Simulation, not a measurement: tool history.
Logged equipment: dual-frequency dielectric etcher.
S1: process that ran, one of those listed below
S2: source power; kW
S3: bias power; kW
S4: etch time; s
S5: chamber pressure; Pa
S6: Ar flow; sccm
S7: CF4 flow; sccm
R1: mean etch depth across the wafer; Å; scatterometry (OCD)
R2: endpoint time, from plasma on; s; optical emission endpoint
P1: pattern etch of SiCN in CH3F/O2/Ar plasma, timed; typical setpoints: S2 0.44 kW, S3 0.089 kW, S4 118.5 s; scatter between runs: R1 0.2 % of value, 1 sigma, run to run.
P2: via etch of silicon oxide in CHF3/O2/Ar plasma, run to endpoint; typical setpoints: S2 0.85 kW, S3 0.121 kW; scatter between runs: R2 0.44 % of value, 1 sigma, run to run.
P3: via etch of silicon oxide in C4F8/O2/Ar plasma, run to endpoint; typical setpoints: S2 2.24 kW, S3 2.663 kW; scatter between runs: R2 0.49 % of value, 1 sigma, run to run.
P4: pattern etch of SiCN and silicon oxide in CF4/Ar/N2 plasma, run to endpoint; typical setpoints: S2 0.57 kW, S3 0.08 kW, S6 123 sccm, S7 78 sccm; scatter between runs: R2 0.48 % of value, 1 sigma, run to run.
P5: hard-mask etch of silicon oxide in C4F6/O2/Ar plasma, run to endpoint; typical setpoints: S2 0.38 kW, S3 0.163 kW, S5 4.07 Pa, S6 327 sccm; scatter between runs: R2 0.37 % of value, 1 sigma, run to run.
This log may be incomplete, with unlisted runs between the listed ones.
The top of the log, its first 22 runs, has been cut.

{"run": 23, "hour": 280.8, "S1": "P1", "S2": 0.44, "S3": 0.071, "S4": 69.5, "R1": 259.62}
{"run": 24, "hour": 290.3, "S1": "P1", "S2": 0.44, "S3": 0.089, "S4": 118.5, "R1": 478.63}
{"run": 25, "hour": 306.7, "S1": "P4", "S2": 0.57, "S3": 0.08, "S6": 123, "S7": 49, "R2": 13.459}
{"run": 26, "hour": 314.5, "S1": "P1", "S2": 0.44, "S3": 0.089, "S4": 118.5, "R1": 481.59}
{"run": 27, "hour": 326.4, "S1": "P3", "S2": 2.81, "S3": 2.663, "R2": 173.22}
{"run": 28, "hour": 341.0, "S1": "P1", "S2": 0.44, "S3": 0.089, "S4": 118.5, "R1": 477.79}
{"run": 29, "hour": 354.1, "S1": "P5", "S2": 0.38, "S3": 0.104, "S5": 4.07, "S6": 327, "R2": 95.593}
{"run": 30, "hour": 367.2, "S1": "P2", "S2": 0.51, "S3": 0.121, "R2": 365.5}
{"run": 31, "hour": 380.3, "S1": "P1", "S2": 0.44, "S3": 0.072, "S4": 118.5, "R1": 443.34}
{"run": 32, "hour": 393.3, "S1": "P2", "S2": 0.85, "S3": 0.091, "R2": 327.77}
{"run": 33, "hour": 406.5, "S1": "P1", "S2": 0.44, "S3": 0.089, "S4": 118.5, "R1": 480.25}
{"run": 34, "hour": 417.1, "S1": "P1", "S2": 0.44, "S3": 0.089, "S4": 118.5, "R1": 478.96}
{"run": 35, "hour": 431.1, "S1": "P1", "S2": 0.44, "S3": 0.089, "S4": 118.5, "R1": 474.92}
{"run": 36, "hour": 442.2, "S1": "P1", "S2": 0.44, "S3": 0.089, "S4": 118.5, "R1": 476.03}
{"run": 37, "hour": 456.5, "S1": "P1", "S2": 0.44, "S3": 0.089, "S4": 118.5, "R1": 473.4}

Run 38 comes next. What will it give?
{"run": 38, "hour": 466.5, "S1": "P1", "S2": 0.44, "S3": 0.089, "S4": 118.5, "R1": "?"}

R1: 471.32 Å
